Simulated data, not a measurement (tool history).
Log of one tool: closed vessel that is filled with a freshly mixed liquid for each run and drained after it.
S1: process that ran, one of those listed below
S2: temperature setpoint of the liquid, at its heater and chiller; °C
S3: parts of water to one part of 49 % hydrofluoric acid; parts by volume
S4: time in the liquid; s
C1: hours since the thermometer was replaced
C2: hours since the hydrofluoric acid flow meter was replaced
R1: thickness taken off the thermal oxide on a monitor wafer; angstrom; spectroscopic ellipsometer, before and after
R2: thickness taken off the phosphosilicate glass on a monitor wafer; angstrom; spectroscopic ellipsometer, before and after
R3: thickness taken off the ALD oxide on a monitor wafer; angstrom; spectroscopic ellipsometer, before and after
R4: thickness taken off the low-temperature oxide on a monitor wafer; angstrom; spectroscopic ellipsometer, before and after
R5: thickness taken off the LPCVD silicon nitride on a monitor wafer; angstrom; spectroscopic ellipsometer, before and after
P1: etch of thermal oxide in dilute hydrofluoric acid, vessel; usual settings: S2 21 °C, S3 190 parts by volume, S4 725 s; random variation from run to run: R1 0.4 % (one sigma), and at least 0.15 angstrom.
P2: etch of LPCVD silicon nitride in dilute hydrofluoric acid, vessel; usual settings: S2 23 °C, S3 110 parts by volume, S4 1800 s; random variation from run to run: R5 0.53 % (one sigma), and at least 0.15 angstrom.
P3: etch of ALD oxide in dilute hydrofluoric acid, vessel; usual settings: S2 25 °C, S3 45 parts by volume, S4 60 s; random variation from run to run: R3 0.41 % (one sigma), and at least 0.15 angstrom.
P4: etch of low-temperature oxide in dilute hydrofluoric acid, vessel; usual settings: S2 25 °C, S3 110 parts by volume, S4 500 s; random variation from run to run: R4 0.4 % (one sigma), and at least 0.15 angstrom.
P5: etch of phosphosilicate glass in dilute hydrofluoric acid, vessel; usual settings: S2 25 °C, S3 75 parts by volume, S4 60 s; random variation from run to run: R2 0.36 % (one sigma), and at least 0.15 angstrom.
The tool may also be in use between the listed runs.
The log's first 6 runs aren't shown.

{"run": 7, "day": 3.738, "S1": "P1", "S2": 21, "S3": 190, "S4": 725, "C1": 331.6, "C2": 1528.1, "R1": 145.38}
{"run": 8, "day": 4.429, "S1": "P4", "S2": 25, "S3": 110, "S4": 500, "C1": 348.2, "C2": 1544.7, "R4": 501.32}
{"run": 9, "day": 4.879, "S1": "P1", "S2": 21, "S3": 80, "S4": 725, "C1": 359, "C2": 1555.5, "R1": 388.17}
{"run": 10, "day": 5.508, "S1": "P4", "S2": 25, "S3": 110, "S4": 500, "C1": 374.1, "C2": 1570.6, "R4": 500.42}
{"run": 11, "day": 5.971, "S1": "P1", "S2": 21, "S3": 265, "S4": 725, "C1": 385.2, "C2": 1581.7, "R1": 96.757}
{"run": 12, "day": 6.692, "S1": "P1", "S2": 21, "S3": 190, "S4": 725, "C1": 402.5, "C2": 1599, "R1": 145.7}
{"run": 13, "day": 7.129, "S1": "P2", "S2": 23, "S3": 110, "S4": 1800, "C1": 413, "C2": 1609.5, "R5": 74.845}
{"run": 14, "day": 7.6, "S1": "P5", "S2": 25, "S3": 75, "S4": 60, "C1": 424.3, "C2": 1620.8, "R2": 1085}
{"run": 15, "day": 8.046, "S1": "P1", "S2": 21, "S3": 190, "S4": 725, "C1": 435, "C2": 1631.5, "R1": 146.34}
{"run": 16, "day": 8.629, "S1": "P3", "S2": 25, "S3": 45, "S4": 30, "C1": 449, "C2": 1645.5, "R3": 200.46}
{"run": 17, "day": 9.171, "S1": "P5", "S2": 32.5, "S3": 75, "S4": 60, "C1": 462, "C2": 1658.5, "R2": 1447}
{"run": 18, "day": 9.608, "S1": "P1", "S2": 21, "S3": 190, "S4": 1075, "C1": 472.5, "C2": 1669, "R1": 215.7}
{"run": 19, "day": 10.262, "S1": "P1", "S2": 17, "S3": 190, "S4": 725, "C1": 488.2, "C2": 1684.7, "R1": 124.61}
{"run": 20, "day": 10.917, "S1": "P1", "S2": 21, "S3": 190, "S4": 725, "C1": 503.9, "C2": 1700.4, "R1": 145.85}
{"day": 11.112, "done": "hydrofluoric acid flow meter replaced"}
{"run": 21, "day": 11.479, "S1": "P1", "S2": 25, "S3": 190, "S4": 725, "C1": 517.4, "C2": 8.9, "R1": 169.13}
{"run": 22, "day": 12.1, "S1": "P2", "S2": 23, "S3": 110, "S4": 3085, "C1": 532.3, "C2": 23.8, "R5": 128.29}
{"run": 23, "day": 12.825, "S1": "P3", "S2": 25, "S3": 45, "S4": 60, "C1": 549.7, "C2": 41.2, "R3": 404.14}
{"run": 24, "day": 13.421, "S1": "P5", "S2": 25, "S3": 75, "S4": 60, "C1": 564, "C2": 55.5, "R2": 1084}
{"run": 25, "day": 13.983, "S1": "P4", "S2": 25, "S3": 30, "S4": 500, "C1": 577.5, "C2": 69, "R4": 2042.1}
{"run": 26, "day": 14.383, "S1": "P1", "S2": 17, "S3": 190, "S4": 1100, "C1": 587.1, "C2": 78.6, "R1": 189.21}
{"run": 27, "day": 15.0, "S1": "P4", "S2": 25, "S3": 110, "S4": 150, "C1": 601.9, "C2": 93.4, "R4": 150.14}
{"run": 28, "day": 15.621, "S1": "P2", "S2": 17, "S3": 110, "S4": 1800, "C1": 616.8, "C2": 108.3, "R5": 50.141}
{"run": 29, "day": 16.158, "S1": "P1", "S2": 21, "S3": 190, "S4": 70, "C1": 629.7, "C2": 121.2, "R1": 14.2}
{"run": 30, "day": 16.729, "S1": "P4", "S2": 30, "S3": 110, "S4": 500, "C1": 643.4, "C2": 134.9, "R4": 606.08}

Run 31 comes next. What will it give?
{"run": 31, "day": 17.267, "S1": "P2", "S2": 23, "S3": 25, "S4": 1800, "C1": 656.3, "C2": 147.8, "R5": "?"}

{"run 31": {"R5": 318.27}}
